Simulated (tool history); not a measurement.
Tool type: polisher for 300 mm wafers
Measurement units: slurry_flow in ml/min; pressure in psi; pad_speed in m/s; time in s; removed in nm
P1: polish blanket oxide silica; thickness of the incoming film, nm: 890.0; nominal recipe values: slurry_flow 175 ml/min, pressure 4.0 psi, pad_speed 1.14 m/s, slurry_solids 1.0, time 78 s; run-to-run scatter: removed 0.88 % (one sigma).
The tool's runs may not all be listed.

| run | day | slurry_flow | pressure | pad_speed | slurry_solids | time | wafers polished on this pad | hours since the slurry nozzle was cleaned | hours since the head pressure was calibrated | hours since the slurry blender was calibrated | hours since the conditioning disc was replaced | removed |
|---|---|---|---|---|---|---|---|---|---|---|---|---|
| 1 | 0.325 | 175 | 4.0 | 1.14 | 1.0 | 78 | 815 | 531.4 | 257.7 | 79.0 | 161.5 | 264.69 |
| 2 | 0.550 | 175 | 4.0 | 1.14 | 1.4 | 78 | 866 | 536.8 | 263.1 | 84.4 | 166.9 | 305.08 |
| 3 | 0.875 | 250 | 4.0 | 1.14 | 1.0 | 78 | 940 | 544.6 | 270.9 | 92.2 | 174.7 | 278.68 |
| 4 | 1.167 | 175 | 4.0 | 1.14 | 1.0 | 35 | 1007 | 551.6 | 277.9 | 99.2 | 181.7 | 118.42 |
| 5 | 1.371 | 175 | 1.8 | 1.14 | 1.0 | 78 | 1053 | 556.5 | 282.8 | 104.1 | 186.6 | 119.34 |
| 6 | 1.596 | 175 | 4.0 | 0.58 | 1.0 | 78 | 1104 | 561.9 | 288.2 | 109.5 | 192.0 | 154.71 |
| 7 | 1.792 | 115 | 4.0 | 1.14 | 1.0 | 78 | 1149 | 566.6 | 292.9 | 114.2 | 196.7 | 243.62 |
| 8 | 2.050 | 175 | 4.0 | 1.14 | 1.0 | 78 | 1208 | 572.8 | 299.1 | 120.4 | 202.9 | 261.82 |
| 9 | 2.196 | 175 | 4.0 | 1.14 | 1.0 | 78 | 1241 | 576.3 | 302.6 | 123.9 | 206.4 | 266.12 |
| 10 | 2.433 | 175 | 4.0 | 1.76 | 1.0 | 78 | 1295 | 582.0 | 308.3 | 129.6 | 212.1 | 371.29 |
| 11 | 2.750 | 175 | 4.0 | 1.14 | 0.5 | 78 | 1367 | 589.6 | 315.9 | 137.2 | 219.7 | 180.96 |
| 12 | 2.938 | 175 | 4.0 | 1.14 | 1.0 | 78 | 1410 | 594.1 | 320.4 | 141.7 | 224.2 | 266.20 |
| 13 | 3.204 | 175 | 4.0 | 1.14 | 1.4 | 104 | 1470 | 600.5 | 326.8 | 148.1 | 230.6 | 409.08 |
| 14 | 3.358 | 175 | 6.1 | 1.14 | 1.0 | 78 | 1505 | 604.2 | 330.5 | 151.8 | 234.3 | 407.09 |
| 15 | 3.575 | 175 | 4.0 | 1.14 | 1.0 | 108 | 1555 | 609.4 | 335.7 | 157.0 | 239.5 | 362.13 |
| 16 | 3.729 | 175 | 4.0 | 1.14 | 1.0 | 78 | 1590 | 613.1 | 339.4 | 160.7 | 243.2 | 264.65 |
| 17 | 4.012 | 175 | 4.0 | 1.14 | 1.0 | 78 | 1654 | 619.9 | 346.2 | 167.5 | 250.0 | 264.04 |
| 18 | 4.329 | 175 | 4.0 | 1.14 | 1.0 | 78 | 1727 | 627.5 | 353.8 | 175.1 | 257.6 | 249.77 |
| 19 | 4.496 | 175 | 4.0 | 1.14 | 1.0 | 78 | 1764 | 631.5 | 357.8 | 179.1 | 261.6 | 251.59 |

Run 20 has not been measured yet. What should we expect?
| 20 | 4.746 | 175 | 4.0 | 1.14 | 1.0 | 78 | 1821 | 637.5 | 363.8 | 185.1 | 267.6 | ? |

Run 20 measured removed 243.34 nm.
